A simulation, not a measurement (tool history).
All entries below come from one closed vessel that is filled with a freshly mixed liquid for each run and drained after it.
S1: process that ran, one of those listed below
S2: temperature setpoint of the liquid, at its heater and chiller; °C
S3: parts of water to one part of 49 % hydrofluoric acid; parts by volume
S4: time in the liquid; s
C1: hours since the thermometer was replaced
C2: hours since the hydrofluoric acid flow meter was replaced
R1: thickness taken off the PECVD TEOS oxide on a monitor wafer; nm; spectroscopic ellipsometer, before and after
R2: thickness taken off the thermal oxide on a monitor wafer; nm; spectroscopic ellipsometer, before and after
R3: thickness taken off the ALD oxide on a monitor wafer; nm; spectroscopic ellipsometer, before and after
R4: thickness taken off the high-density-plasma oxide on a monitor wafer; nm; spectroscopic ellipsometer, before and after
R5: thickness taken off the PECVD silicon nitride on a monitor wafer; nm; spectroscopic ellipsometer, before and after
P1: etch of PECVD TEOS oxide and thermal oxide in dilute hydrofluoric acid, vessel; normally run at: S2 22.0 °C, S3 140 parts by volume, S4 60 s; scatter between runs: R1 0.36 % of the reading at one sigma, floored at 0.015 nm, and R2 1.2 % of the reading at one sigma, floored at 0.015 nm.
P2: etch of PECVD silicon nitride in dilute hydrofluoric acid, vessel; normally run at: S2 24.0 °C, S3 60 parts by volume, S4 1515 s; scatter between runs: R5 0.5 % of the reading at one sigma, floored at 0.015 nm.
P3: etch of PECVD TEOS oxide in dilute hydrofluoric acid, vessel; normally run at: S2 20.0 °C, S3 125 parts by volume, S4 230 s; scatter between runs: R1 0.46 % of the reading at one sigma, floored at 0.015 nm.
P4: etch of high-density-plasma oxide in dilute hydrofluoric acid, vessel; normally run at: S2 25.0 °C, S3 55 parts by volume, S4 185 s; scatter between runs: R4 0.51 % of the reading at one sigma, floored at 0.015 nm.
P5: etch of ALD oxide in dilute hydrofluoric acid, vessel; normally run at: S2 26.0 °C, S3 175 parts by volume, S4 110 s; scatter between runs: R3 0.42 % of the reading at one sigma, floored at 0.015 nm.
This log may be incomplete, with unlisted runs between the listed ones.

{"run": 1, "hour": 6.4, "S1": "P1", "S2": 22.0, "S3": 140, "S4": 60, "C1": 458.2, "C2": 709.7, "R1": 7.7535, "R2": 1.8811}
{"run": 2, "hour": 13.5, "S1": "P5", "S2": 26.0, "S3": 35, "S4": 110, "C1": 465.3, "C2": 716.8, "R3": 55.349}
{"run": 3, "hour": 19.1, "S1": "P3", "S2": 20.0, "S3": 185, "S4": 230, "C1": 470.9, "C2": 722.4, "R1": 13.13}
{"run": 4, "hour": 24.9, "S1": "P5", "S2": 26.0, "S3": 175, "S4": 30, "C1": 476.7, "C2": 728.2, "R3": 2.5333}
{"run": 5, "hour": 28.9, "S1": "P3", "S2": 20.0, "S3": 125, "S4": 230, "C1": 480.7, "C2": 732.2, "R1": 20.815}
{"run": 6, "hour": 34.9, "S1": "P1", "S2": 22.0, "S3": 140, "S4": 110, "C1": 486.7, "C2": 738.2, "R1": 14.169, "R2": 3.4408}
{"run": 7, "hour": 41.3, "S1": "P1", "S2": 22.0, "S3": 30, "S4": 30, "C1": 493.1, "C2": 744.6, "R1": 20.69, "R2": 4.8796}
{"run": 8, "hour": 48.9, "S1": "P1", "S2": 22.0, "S3": 140, "S4": 60, "C1": 500.7, "C2": 752.2, "R1": 7.7605, "R2": 1.7898}
{"run": 9, "hour": 54.0, "S1": "P5", "S2": 26.0, "S3": 175, "S4": 110, "C1": 505.8, "C2": 757.3, "R3": 9.1797}
{"run": 10, "hour": 60.7, "S1": "P1", "S2": 30.5, "S3": 140, "S4": 60, "C1": 512.5, "C2": 764.0, "R1": 10.615, "R2": 2.5192}
{"run": 11, "hour": 67.7, "S1": "P4", "S2": 20.5, "S3": 55, "S4": 185, "C1": 519.5, "C2": 771.0, "R4": 22.79}
{"run": 12, "hour": 75.0, "S1": "P1", "S2": 22.0, "S3": 140, "S4": 60, "C1": 526.8, "C2": 778.3, "R1": 7.7358, "R2": 1.8321}
{"run": 13, "hour": 80.8, "S1": "P1", "S2": 22.0, "S3": 140, "S4": 60, "C1": 532.6, "C2": 784.1, "R1": 7.7257, "R2": 1.8015}
{"run": 14, "hour": 84.5, "S1": "P4", "S2": 25.0, "S3": 55, "S4": 55, "C1": 536.3, "C2": 787.8, "R4": 8.0896}
{"run": 15, "hour": 92.1, "S1": "P3", "S2": 20.0, "S3": 125, "S4": 230, "C1": 543.9, "C2": 795.4, "R1": 20.822}
{"run": 16, "hour": 97.4, "S1": "P2", "S2": 24.0, "S3": 60, "S4": 1515, "C1": 549.2, "C2": 800.7, "R5": 42.315}
{"run": 17, "hour": 103.7, "S1": "P4", "S2": 25.0, "S3": 55, "S4": 185, "C1": 555.5, "C2": 807.0, "R4": 27.283}
{"run": 18, "hour": 110.6, "S1": "P1", "S2": 17.0, "S3": 140, "S4": 60, "C1": 562.4, "C2": 813.9, "R1": 6.2971, "R2": 1.4906}
{"run": 19, "hour": 114.6, "S1": "P1", "S2": 22.0, "S3": 250, "S4": 60, "C1": 566.4, "C2": 817.9, "R1": 3.8843, "R2": 0.92315}
{"run": 20, "hour": 119.4, "S1": "P2", "S2": 24.0, "S3": 110, "S4": 1515, "C1": 571.2, "C2": 822.7, "R5": 23.48}
{"run": 21, "hour": 127.0, "S1": "P1", "S2": 22.0, "S3": 80, "S4": 60, "C1": 578.8, "C2": 830.3, "R1": 14.543, "R2": 3.4038}
{"run": 22, "hour": 133.1, "S1": "P2", "S2": 24.0, "S3": 60, "S4": 1515, "C1": 584.9, "C2": 836.4, "R5": 42.436}
{"run": 23, "hour": 136.6, "S1": "P1", "S2": 22.0, "S3": 140, "S4": 35, "C1": 588.4, "C2": 839.9, "R1": 4.5271, "R2": 1.0796}
{"run": 24, "hour": 140.5, "S1": "P3", "S2": 20.0, "S3": 125, "S4": 30, "C1": 592.3, "C2": 843.8, "R1": 2.677}
{"run": 25, "hour": 146.2, "S1": "P5", "S2": 19.0, "S3": 175, "S4": 110, "C1": 598.0, "C2": 849.5, "R3": 7.1124}
{"run": 26, "hour": 151.5, "S1": "P3", "S2": 17.0, "S3": 125, "S4": 230, "C1": 603.3, "C2": 854.8, "R1": 18.376}
{"run": 27, "hour": 156.2, "S1": "P1", "S2": 22.0, "S3": 140, "S4": 60, "C1": 608.0, "C2": 859.5, "R1": 7.7561, "R2": 1.8202}
{"run": 28, "hour": 163.0, "S1": "P1", "S2": 22.0, "S3": 140, "S4": 60, "C1": 614.8, "C2": 866.3, "R1": 7.7011, "R2": 1.8829}
{"run": 29, "hour": 167.6, "S1": "P4", "S2": 25.0, "S3": 90, "S4": 185, "C1": 619.4, "C2": 870.9, "R4": 15.899}
{"run": 30, "hour": 172.4, "S1": "P2", "S2": 24.0, "S3": 60, "S4": 85, "C1": 624.2, "C2": 875.7, "R5": 2.3475}

Forecast run 31:
{"run": 31, "hour": 178.4, "S1": "P2", "S2": 29.0, "S3": 60, "S4": 1515, "C1": 630.2, "C2": 881.7, "R5": "?"}

{"run 31": {"R5": 59.247}}

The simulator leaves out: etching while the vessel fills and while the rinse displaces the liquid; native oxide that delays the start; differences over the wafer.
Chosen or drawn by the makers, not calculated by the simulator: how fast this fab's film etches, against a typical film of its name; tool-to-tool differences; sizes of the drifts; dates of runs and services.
